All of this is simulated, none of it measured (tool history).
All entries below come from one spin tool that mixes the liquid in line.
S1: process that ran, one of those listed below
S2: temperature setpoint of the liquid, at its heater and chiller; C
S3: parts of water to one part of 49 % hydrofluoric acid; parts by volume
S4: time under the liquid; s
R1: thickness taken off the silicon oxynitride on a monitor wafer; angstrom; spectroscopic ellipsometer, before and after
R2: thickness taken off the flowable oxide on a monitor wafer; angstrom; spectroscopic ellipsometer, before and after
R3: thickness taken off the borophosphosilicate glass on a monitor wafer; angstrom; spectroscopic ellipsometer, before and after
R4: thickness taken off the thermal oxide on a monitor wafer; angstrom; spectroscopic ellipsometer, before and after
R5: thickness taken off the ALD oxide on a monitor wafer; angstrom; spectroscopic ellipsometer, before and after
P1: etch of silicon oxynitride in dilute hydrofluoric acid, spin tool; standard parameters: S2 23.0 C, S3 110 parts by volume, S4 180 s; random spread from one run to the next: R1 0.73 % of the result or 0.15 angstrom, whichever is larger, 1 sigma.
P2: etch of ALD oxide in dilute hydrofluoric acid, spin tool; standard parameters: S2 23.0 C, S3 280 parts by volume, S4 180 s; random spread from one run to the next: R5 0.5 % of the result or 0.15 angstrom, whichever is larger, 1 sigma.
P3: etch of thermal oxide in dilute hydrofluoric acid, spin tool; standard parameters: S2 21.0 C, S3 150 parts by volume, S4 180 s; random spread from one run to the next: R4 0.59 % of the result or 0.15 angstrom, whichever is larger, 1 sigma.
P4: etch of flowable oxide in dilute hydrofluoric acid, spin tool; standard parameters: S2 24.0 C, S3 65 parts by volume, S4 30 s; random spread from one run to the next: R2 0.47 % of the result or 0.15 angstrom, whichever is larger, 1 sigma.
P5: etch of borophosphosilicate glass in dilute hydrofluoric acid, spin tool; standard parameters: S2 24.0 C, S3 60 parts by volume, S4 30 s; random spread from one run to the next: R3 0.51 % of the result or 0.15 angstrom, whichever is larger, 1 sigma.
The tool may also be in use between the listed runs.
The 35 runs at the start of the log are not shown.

| run | day | S1 | S2 | S3 | S4 | R1 | R2 | R3 | R4 | R5 |
|---|---|---|---|---|---|---|---|---|---|---|
| 36 | 9.092 | P1 | 23.0 | 110 | 180 | 34.5060 |  |  |  |  |
| 37 | 9.417 | P1 | 23.0 | 110 | 180 | 32.9200 |  |  |  |  |
| 38 | 9.758 | P1 | 23.0 | 110 | 180 | 32.6280 |  |  |  |  |
| 39 | 10.017 | P1 | 23.0 | 110 | 180 | 32.0010 |  |  |  |  |
| 40 | 10.217 | P1 | 23.0 | 110 | 180 | 32.0260 |  |  |  |  |
| 41 | 10.525 | P1 | 23.0 | 110 | 180 | 31.2870 |  |  |  |  |
| 42 | 10.788 | P1 | 23.0 | 110 | 180 | 31.1930 |  |  |  |  |
| 43 | 11.071 | P1 | 23.0 | 110 | 180 | 31.0370 |  |  |  |  |

Run 44, settings as shown, results not yet in. Your forecast:
| 44 | 11.383 | P1 | 23.0 | 110 | 180 | ? |  |  |  |  |

R1: 31.0690 angstrom
